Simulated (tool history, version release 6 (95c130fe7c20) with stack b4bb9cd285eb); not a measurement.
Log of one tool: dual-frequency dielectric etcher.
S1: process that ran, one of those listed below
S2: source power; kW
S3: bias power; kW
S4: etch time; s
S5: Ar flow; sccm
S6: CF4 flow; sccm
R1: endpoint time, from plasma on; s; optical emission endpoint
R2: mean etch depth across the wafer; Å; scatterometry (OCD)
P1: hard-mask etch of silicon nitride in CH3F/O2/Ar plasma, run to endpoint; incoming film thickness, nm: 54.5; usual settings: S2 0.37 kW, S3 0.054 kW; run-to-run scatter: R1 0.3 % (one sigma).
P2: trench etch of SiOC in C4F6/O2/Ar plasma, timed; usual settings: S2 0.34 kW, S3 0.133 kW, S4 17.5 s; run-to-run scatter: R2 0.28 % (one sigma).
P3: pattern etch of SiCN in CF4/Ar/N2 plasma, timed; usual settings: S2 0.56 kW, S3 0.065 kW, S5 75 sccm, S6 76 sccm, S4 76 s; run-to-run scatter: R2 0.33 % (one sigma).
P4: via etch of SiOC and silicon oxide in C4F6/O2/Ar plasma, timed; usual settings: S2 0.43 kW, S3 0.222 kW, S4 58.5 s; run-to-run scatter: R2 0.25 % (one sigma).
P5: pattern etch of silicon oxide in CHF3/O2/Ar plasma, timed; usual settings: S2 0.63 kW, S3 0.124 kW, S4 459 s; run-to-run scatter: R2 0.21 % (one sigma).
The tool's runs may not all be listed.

run    day  S1    S2     S3     S4  S5   S6      R1      R2
  1  0.196  P1  0.37  0.054                  88.218
  2  0.375  P2  0.45  0.133   17.5                   340.97
  3  0.512  P4  0.43  0.222     78                    958.2
     0.604  -- bias power generator calibrated
  4  0.658  P1  0.37  0.072                  80.704
  5  0.846  P5  0.63  0.089    459                   7458.7
  6  0.975  P1  0.37  0.054                  88.484
  7  1.117  P2  0.34  0.133   17.5                   305.49
  8  1.308  P3  0.56  0.065     76  75   76          817.02
  9  1.412  P3  0.56  0.065     76  75  106          853.96
 10  1.504  P1  0.37  0.054                  88.416
 11  1.688  P1  0.37  0.054                  88.097
 12  1.775  P3  0.56  0.065     76  75   76          814.97
 13   1.95  P1  0.51  0.054                  77.916
 14  2.146  P1  0.22  0.054                  108.02
 15  2.329  P1  0.37  0.039                  98.216
 16  2.462  P4  0.28  0.222   58.5                   612.69
 17  2.571  P1  0.37  0.054                  89.204
 18  2.717  P3  0.56  0.052     76  75   76          762.99
 19  2.875  P2  0.34  0.133     11                   191.41
 20  3.004  P2  0.34  0.091   17.5                    274.4
 21  3.112  P5  0.63  0.124  344.5                   6191.9
 22  3.208  P3  0.56  0.065     76  96   76          787.09
 23  3.338  P3  0.37  0.065     76  75   76          566.04
 24    3.5  P5  0.63  0.124    459                   8250.1
 25  3.658  P1  0.46  0.045                  86.083
 26  3.788  P5  0.42  0.124    459                   7020.4
 27  3.946  P4  0.43  0.222   58.5                   724.94
     4.071  -- wet clean of the chamber
 28  4.129  P1  0.48  0.068                  74.167
 29  4.275  P3  0.56  0.065   45.5  75   76          489.68
 30  4.383  P4  0.43  0.308   58.5                   806.97
 31  4.508  P1  0.48  0.066                  75.092
 32  4.675  P5  0.63  0.124    459                   8244.1
 33  4.871  P1  0.37  0.054                  88.336
 34  4.983  P1  0.37  0.054                  89.176

Run 35 comes next. What will it give?
 35  5.117  P1  0.37  0.054               ?

{"run 35": {"R1": 89.431}}

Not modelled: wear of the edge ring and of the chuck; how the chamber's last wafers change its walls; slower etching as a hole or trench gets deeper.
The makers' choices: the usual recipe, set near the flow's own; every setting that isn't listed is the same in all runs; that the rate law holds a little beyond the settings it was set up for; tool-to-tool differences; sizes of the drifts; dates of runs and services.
